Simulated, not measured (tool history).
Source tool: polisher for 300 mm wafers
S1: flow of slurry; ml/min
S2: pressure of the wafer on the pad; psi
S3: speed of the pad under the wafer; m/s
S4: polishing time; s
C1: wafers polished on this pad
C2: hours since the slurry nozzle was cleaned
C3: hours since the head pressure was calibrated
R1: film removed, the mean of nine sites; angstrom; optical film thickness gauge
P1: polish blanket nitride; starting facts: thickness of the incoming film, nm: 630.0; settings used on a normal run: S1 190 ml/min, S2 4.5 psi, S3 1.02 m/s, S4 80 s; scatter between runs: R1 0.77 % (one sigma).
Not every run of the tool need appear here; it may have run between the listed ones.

| run | hour | S1 | S2 | S3 | S4 | C1 | C2 | C3 | R1 |
|---|---|---|---|---|---|---|---|---|---|
| 1 | 3.2 | 190 | 4.5 | 1.02 | 80 | 532 | 126 | 343.5 | 1869.8 |
| 2 | 8.6 | 190 | 6.8 | 1.02 | 80 | 566 | 131.4 | 348.9 | 2812.5 |
| 3 | 12.2 | 190 | 4.5 | 1.52 | 80 | 589 | 135 | 352.5 | 2566.8 |
| 4 | 16.1 | 190 | 4.5 | 1.02 | 80 | 614 | 138.9 | 356.4 | 1854.7 |
| 5 | 19.1 | 190 | 3.2 | 1.02 | 80 | 633 | 141.9 | 359.4 | 1320.3 |
| 6 | 24.1 | 190 | 4.5 | 1.02 | 80 | 664 | 146.9 | 364.4 | 1864.5 |
| 7 | 27.4 | 190 | 4.5 | 1.02 | 80 | 685 | 150.2 | 367.7 | 1871 |
| 8 | 33.1 | 190 | 6.7 | 1.44 | 80 | 722 | 155.9 | 373.4 | 3650 |
| 9 | 36.8 | 245 | 4.5 | 1.02 | 80 | 745 | 159.6 | 377.1 | 1964.6 |
| 10 | 42.4 | 190 | 4.5 | 1.02 | 36 | 781 | 165.2 | 382.7 | 842.42 |
| 11 | 46.7 | 115 | 4.5 | 1.02 | 80 | 808 | 169.5 | 387 | 1708.1 |
| 12 | 51.5 | 190 | 4.5 | 1.02 | 80 | 839 | 174.3 | 391.8 | 1877.7 |
| 13 | 57.8 | 190 | 4.5 | 1.02 | 110 | 879 | 180.6 | 398.1 | 2559 |
| 14 | 64.1 | 190 | 5.7 | 1.02 | 61 | 919 | 186.9 | 404.4 | 1805.5 |
| 15 | 69.5 | 190 | 4.5 | 0.72 | 80 | 953 | 192.3 | 409.8 | 1413.4 |
| 16 | 75.8 | 190 | 4.5 | 1.02 | 80 | 993 | 198.6 | 416.1 | 1861.3 |
| 17 | 81.8 | 190 | 4.5 | 1.02 | 80 | 1031 | 204.6 | 422.1 | 1869.9 |
| 18 | 85.2 | 190 | 4.5 | 1.02 | 80 | 1053 | 208 | 425.5 | 1822.7 |
| 19 | 90.6 | 190 | 4.5 | 1.02 | 80 | 1087 | 213.4 | 430.9 | 1794.4 |

For run 20, what comes out?
| 20 | 94.2 | 190 | 4.5 | 1.02 | 80 | 1110 | 217 | 434.5 | ? |

{"run 20": {"R1": 1771.5}}
